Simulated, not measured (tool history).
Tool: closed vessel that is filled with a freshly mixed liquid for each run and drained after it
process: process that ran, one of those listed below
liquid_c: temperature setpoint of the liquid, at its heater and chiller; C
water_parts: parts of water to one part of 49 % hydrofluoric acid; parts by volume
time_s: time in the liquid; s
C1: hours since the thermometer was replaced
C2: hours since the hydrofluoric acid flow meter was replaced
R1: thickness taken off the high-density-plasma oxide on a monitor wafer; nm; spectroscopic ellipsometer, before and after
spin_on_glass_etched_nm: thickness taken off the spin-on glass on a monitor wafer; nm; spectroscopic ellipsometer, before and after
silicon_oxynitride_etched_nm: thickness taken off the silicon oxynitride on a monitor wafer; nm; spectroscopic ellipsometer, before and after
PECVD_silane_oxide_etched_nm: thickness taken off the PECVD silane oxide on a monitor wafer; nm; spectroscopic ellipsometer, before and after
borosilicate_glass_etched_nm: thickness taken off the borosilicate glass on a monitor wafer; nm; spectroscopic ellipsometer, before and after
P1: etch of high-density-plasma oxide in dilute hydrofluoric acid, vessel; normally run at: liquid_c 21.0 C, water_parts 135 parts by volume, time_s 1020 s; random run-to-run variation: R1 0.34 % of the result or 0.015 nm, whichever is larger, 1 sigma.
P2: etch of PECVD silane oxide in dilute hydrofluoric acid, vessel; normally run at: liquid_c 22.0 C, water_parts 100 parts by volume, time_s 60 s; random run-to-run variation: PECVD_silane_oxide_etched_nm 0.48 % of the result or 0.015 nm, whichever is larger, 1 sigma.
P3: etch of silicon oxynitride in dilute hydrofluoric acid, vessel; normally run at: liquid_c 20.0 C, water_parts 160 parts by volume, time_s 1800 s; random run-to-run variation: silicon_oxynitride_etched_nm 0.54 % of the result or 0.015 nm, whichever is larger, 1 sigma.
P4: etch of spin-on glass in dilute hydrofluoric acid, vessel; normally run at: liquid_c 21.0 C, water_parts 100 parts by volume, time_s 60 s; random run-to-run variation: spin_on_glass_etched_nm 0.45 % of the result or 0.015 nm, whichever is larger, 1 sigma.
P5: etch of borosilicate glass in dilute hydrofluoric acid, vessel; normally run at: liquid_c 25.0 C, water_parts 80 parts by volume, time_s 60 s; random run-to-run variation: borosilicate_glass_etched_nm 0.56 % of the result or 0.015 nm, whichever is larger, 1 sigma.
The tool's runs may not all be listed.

Run 1, hour 10.0: process P1, liquid_c 21.0 C, water_parts 135 parts by volume, time_s 1020 s; C1 1425.6; C2 348.6. Result: R1 31.9660 nm.
Run 2, hour 16.4: process P4, liquid_c 21.0 C, water_parts 175 parts by volume, time_s 60 s; C1 1432.0; C2 355.0. Result: spin_on_glass_etched_nm 11.220 nm.
Run 3, hour 28.1: process P1, liquid_c 17.0 C, water_parts 135 parts by volume, time_s 1845 s; C1 1443.7; C2 366.7. Result: R1 49.0060 nm.
Run 4, hour 42.5: process P1, liquid_c 17.0 C, water_parts 135 parts by volume, time_s 1020 s; C1 1458.1; C2 381.1. Result: R1 26.8310 nm.
At hour 43.5: thermometer replaced.
Run 5, hour 53.3: process P3, liquid_c 17.0 C, water_parts 160 parts by volume, time_s 1800 s; C1 9.9; C2 391.9. Result: silicon_oxynitride_etched_nm 11.268 nm.
Run 6, hour 62.6: process P1, liquid_c 21.0 C, water_parts 135 parts by volume, time_s 1755 s; C1 19.2; C2 401.2. Result: R1 54.8040 nm.
Run 7, hour 74.5: process P1, liquid_c 21.0 C, water_parts 135 parts by volume, time_s 1020 s; C1 31.1; C2 413.1. Result: R1 31.7730 nm.
Run 8, hour 88.5: process P1, liquid_c 28.5 C, water_parts 135 parts by volume, time_s 1020 s; C1 45.1; C2 427.1. Result: R1 42.2730 nm.
Run 9, hour 97.2: process P2, liquid_c 22.0 C, water_parts 165 parts by volume, time_s 60 s; C1 53.8; C2 435.8. Result: PECVD_silane_oxide_etched_nm 9.2216 nm.
Run 10, hour 106.0: process P3, liquid_c 20.0 C, water_parts 160 parts by volume, time_s 1800 s; C1 62.6; C2 444.6. Result: silicon_oxynitride_etched_nm 13.009 nm.
Run 11, hour 116.6: process P5, liquid_c 25.0 C, water_parts 145 parts by volume, time_s 60 s; C1 73.2; C2 455.2. Result: borosilicate_glass_etched_nm 12.457 nm.
Run 12, hour 127.1: process P5, liquid_c 18.0 C, water_parts 80 parts by volume, time_s 60 s; C1 83.7; C2 465.7. Result: borosilicate_glass_etched_nm 18.233 nm.
Run 13, hour 138.0: process P1, liquid_c 21.0 C, water_parts 135 parts by volume, time_s 1020 s; C1 94.6; C2 476.6. Result: R1 31.8970 nm.
Run 14, hour 147.9: process P1, liquid_c 21.0 C, water_parts 240 parts by volume, time_s 1020 s; C1 104.5; C2 486.5. Result: R1 16.0030 nm.
Run 15, hour 161.1: process P1, liquid_c 21.0 C, water_parts 195 parts by volume, time_s 1595 s; C1 117.7; C2 499.7. Result: R1 32.3220 nm.
Run 16, hour 169.3: process P4, liquid_c 27.5 C, water_parts 100 parts by volume, time_s 60 s; C1 125.9; C2 507.9. Result: spin_on_glass_etched_nm 27.853 nm.
Run 17, hour 179.8: process P5, liquid_c 25.0 C, water_parts 80 parts by volume, time_s 110 s; C1 136.4; C2 518.4. Result: borosilicate_glass_etched_nm 44.629 nm.
Run 18, hour 188.8: process P4, liquid_c 21.0 C, water_parts 100 parts by volume, time_s 60 s; C1 145.4; C2 527.4. Result: spin_on_glass_etched_nm 21.355 nm.
Run 19, hour 202.7: process P1, liquid_c 21.0 C, water_parts 65 parts by volume, time_s 1020 s; C1 159.3; C2 541.3. Result: R1 71.2750 nm.
Run 20, hour 212.9: process P5, liquid_c 25.0 C, water_parts 80 parts by volume, time_s 60 s; C1 169.5; C2 551.5. Result: borosilicate_glass_etched_nm 24.238 nm.
Run 21, hour 220.7: process P4, liquid_c 21.0 C, water_parts 100 parts by volume, time_s 30 s; C1 177.3; C2 559.3. Result: spin_on_glass_etched_nm 10.646 nm.
Run 22, hour 229.2: process P1, liquid_c 21.0 C, water_parts 135 parts by volume, time_s 320 s; C1 185.8; C2 567.8. Result: R1 9.9615 nm.
Run 23, hour 236.7: process P2, liquid_c 17.0 C, water_parts 100 parts by volume, time_s 60 s; C1 193.3; C2 575.3. Result: PECVD_silane_oxide_etched_nm 13.3770 nm.
Run 24, hour 247.2: process P2, liquid_c 22.0 C, water_parts 100 parts by volume, time_s 60 s; C1 203.8; C2 585.8. Result: PECVD_silane_oxide_etched_nm 16.2780 nm.
Run 25, hour 257.3: process P3, liquid_c 20.0 C, water_parts 160 parts by volume, time_s 3585 s; C1 213.9; C2 595.9. Result: silicon_oxynitride_etched_nm 25.779 nm.
Run 26, hour 267.5: process P3, liquid_c 20.0 C, water_parts 40 parts by volume, time_s 1800 s; C1 224.1; C2 606.1. Result: silicon_oxynitride_etched_nm 56.253 nm.
Run 27, hour 275.0: process P1, liquid_c 21.0 C, water_parts 135 parts by volume, time_s 1020 s; C1 231.6; C2 613.6. Result: R1 32.0350 nm.
Run 28, hour 281.8: process P2, liquid_c 22.0 C, water_parts 100 parts by volume, time_s 60 s; C1 238.4; C2 620.4. Result: PECVD_silane_oxide_etched_nm 16.3410 nm.
Run 29, hour 291.5: process P2, liquid_c 22.0 C, water_parts 100 parts by volume, time_s 110 s; C1 248.1; C2 630.1. Result: PECVD_silane_oxide_etched_nm 29.9220 nm.
Run 30, hour 301.4: process P4, liquid_c 21.0 C, water_parts 100 parts by volume, time_s 60 s; C1 258.0; C2 640.0. Result: spin_on_glass_etched_nm 21.295 nm.
Run 31, hour 310.3: process P1, liquid_c 21.0 C, water_parts 135 parts by volume, time_s 1020 s; C1 266.9; C2 648.9. Result: R1 31.7900 nm.
Run 32, hour 321.6: process P1, liquid_c 21.0 C, water_parts 135 parts by volume, time_s 1020 s; C1 278.2; C2 660.2. Result: R1 30.3300 nm.
Run 33, hour 327.9: process P1, liquid_c 21.0 C, water_parts 135 parts by volume, time_s 1020 s; C1 284.5; C2 666.5. Result: R1 30.1240 nm.
Run 34, hour 341.6: process P1, liquid_c 21.0 C, water_parts 135 parts by volume, time_s 1020 s; C1 298.2; C2 680.2. Result: R1 29.4650 nm.
Run 35, hour 350.1: process P1, liquid_c 21.0 C, water_parts 135 parts by volume, time_s 1020 s; C1 306.7; C2 688.7. Result: R1 29.2380 nm.
Run 36, hour 357.4: process P1, liquid_c 21.0 C, water_parts 135 parts by volume, time_s 1020 s; C1 314.0; C2 696.0. Result: R1 29.1030 nm.
Run 37, hour 366.0: process P1, liquid_c 21.0 C, water_parts 135 parts by volume, time_s 1020 s; C1 322.6; C2 704.6. Result: R1 29.1880 nm.
Run 38, hour 375.3: process P1, liquid_c 21.0 C, water_parts 135 parts by volume, time_s 1020 s; C1 331.9; C2 713.9. Result: R1 29.0750 nm.

The log shows P1 creeping away from where it was. Any of the 2 causes listed here, at the size stated for it, fits the log just as well as the others:
A: hydrofluoric acid flow below the setpoint (%) = 7.26
B: liquid colder than its thermometer reads (K) = 2.16
Creep in the process output first set in at about hour 310.3.

Each of the check runs listed below is run on 2 wafers and reports their average, with the results left as question marks. Pick the one under which the possible causes would lead to clearly different results.
Run check 1, hour 384.6: process P5, liquid_c 18.0 C, water_parts 110 parts by volume, time_s 60 s. Result: borosilicate_glass_etched_nm ?.
Run check 2, hour 384.6: process P2, liquid_c 22.0 C, water_parts 100 parts by volume, time_s 105 s. Result: PECVD_silane_oxide_etched_nm ?.
Run check 3, hour 384.6: process P4, liquid_c 21.0 C, water_parts 140 parts by volume, time_s 30 s. Result: spin_on_glass_etched_nm ?.
Run check 4, hour 384.6: process P3, liquid_c 20.0 C, water_parts 50 parts by volume, time_s 3240 s. Result: silicon_oxynitride_etched_nm ?.

Predicted outcomes, by check and by cause:
  check                        result     if A     if B
check 1  borosilicate_glass_etched_nm   11.811   11.736
check 2  PECVD_silane_oxide_etched_nm  26.1930  26.1020
check 3       spin_on_glass_etched_nm   6.6723   6.6761
check 4  silicon_oxynitride_etched_nm   75.105   72.771
Per-check spread between the two closest causes, in the result where they differ most: check 1 0.63 %; check 2 0.35 %; check 3 0.06 %; check 4 3.16 %
Check 4 is the one run that separates the causes; every other check would come out nearly the same whichever cause is at work.

Check 4 was then run and gave: silicon_oxynitride_etched_nm 72.565 nm. Which cause is it?

The correct cause is B, namely: liquid colder than its thermometer reads (K).

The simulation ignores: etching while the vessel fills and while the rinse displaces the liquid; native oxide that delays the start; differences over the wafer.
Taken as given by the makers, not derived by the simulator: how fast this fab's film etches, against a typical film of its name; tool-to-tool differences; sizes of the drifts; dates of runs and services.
